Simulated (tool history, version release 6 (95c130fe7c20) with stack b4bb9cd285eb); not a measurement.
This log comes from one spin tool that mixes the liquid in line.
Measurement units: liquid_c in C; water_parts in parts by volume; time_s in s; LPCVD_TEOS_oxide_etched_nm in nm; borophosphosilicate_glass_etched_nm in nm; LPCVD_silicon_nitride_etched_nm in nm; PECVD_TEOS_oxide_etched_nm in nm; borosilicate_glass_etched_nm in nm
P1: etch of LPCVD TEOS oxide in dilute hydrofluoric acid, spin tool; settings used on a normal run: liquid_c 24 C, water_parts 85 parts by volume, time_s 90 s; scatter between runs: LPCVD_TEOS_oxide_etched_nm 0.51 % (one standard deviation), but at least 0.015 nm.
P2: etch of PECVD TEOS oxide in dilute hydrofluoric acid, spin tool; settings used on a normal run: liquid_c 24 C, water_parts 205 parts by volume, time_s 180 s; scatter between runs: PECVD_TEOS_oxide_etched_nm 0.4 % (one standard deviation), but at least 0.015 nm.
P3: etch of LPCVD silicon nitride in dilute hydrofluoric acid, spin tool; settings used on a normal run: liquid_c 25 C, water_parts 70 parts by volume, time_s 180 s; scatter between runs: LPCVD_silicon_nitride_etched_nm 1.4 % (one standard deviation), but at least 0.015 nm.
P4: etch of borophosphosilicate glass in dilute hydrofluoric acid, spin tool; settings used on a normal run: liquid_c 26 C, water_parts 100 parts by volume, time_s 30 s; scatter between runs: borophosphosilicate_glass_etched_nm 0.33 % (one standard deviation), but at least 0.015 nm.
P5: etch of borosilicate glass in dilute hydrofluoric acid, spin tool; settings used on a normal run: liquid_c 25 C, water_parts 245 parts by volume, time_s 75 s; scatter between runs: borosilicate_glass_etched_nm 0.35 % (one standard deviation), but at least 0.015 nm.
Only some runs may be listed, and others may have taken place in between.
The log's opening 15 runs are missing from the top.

| run | hour | process | liquid_c | water_parts | time_s | hours since the thermometer was replaced | hours since the hydrofluoric acid flow meter was replaced | LPCVD_TEOS_oxide_etched_nm | borophosphosilicate_glass_etched_nm | LPCVD_silicon_nitride_etched_nm | PECVD_TEOS_oxide_etched_nm | borosilicate_glass_etched_nm |
|---|---|---|---|---|---|---|---|---|---|---|---|---|
| 16 | 62.4 | P4 | 26 | 100 | 15 | 2079.1 | 657.4 |  | 6.5835 |  |  |  |
| 17 | 67.6 | P4 | 26 | 100 | 30 | 2084.3 | 662.6 |  | 13.193 |  |  |  |
| 18 | 71.7 | P1 | 24 | 85 | 90 | 2088.4 | 666.7 | 42.419 |  |  |  |  |
| 19 | 76.6 | P4 | 26 | 100 | 30 | 2093.3 | 671.6 |  | 13.128 |  |  |  |
| 20 | 81.7 | P2 | 24 | 205 | 180 | 2098.4 | 676.7 |  |  |  | 19.049 |  |
| 21 | 84.5 | P5 | 20.5 | 245 | 75 | 2101.2 | 679.5 |  |  |  |  | 6.917 |
| 22 | 88.9 | P1 | 24 | 85 | 90 | 2105.6 | 683.9 | 42.784 |  |  |  |  |
| 23 | 91.4 | P3 | 25 | 20 | 180 | 2108.1 | 686.4 |  |  | 5.1004 |  |  |
| 24 | 95.6 | P1 | 24 | 85 | 15 | 2112.3 | 690.6 | 7.112 |  |  |  |  |
| 25 | 99.3 | P1 | 19.5 | 85 | 90 | 2116 | 694.3 | 35.696 |  |  |  |  |
| 26 | 102.5 | P1 | 20 | 85 | 15 | 2119.2 | 697.5 | 6.0434 |  |  |  |  |
|  | 104.6 | hydrofluoric acid flow meter replaced |
| 27 | 107.8 | P5 | 25 | 65 | 75 | 2124.5 | 3.2 |  |  |  |  | 37.784 |
| 28 | 113.1 | P2 | 24 | 80 | 180 | 2129.8 | 8.5 |  |  |  | 56.857 |  |
| 29 | 117.7 | P1 | 24 | 120 | 90 | 2134.4 | 13.1 | 28.889 |  |  |  |  |
| 30 | 121.9 | P1 | 24 | 85 | 90 | 2138.6 | 17.3 | 42.649 |  |  |  |  |

Forecast run 31:
| 31 | 126.2 | P1 | 24 | 50 | 155 | 2142.9 | 21.6 | ? |  |  |  |  |

Run 31 yielded LPCVD_TEOS_oxide_etched_nm 128.91 nm.

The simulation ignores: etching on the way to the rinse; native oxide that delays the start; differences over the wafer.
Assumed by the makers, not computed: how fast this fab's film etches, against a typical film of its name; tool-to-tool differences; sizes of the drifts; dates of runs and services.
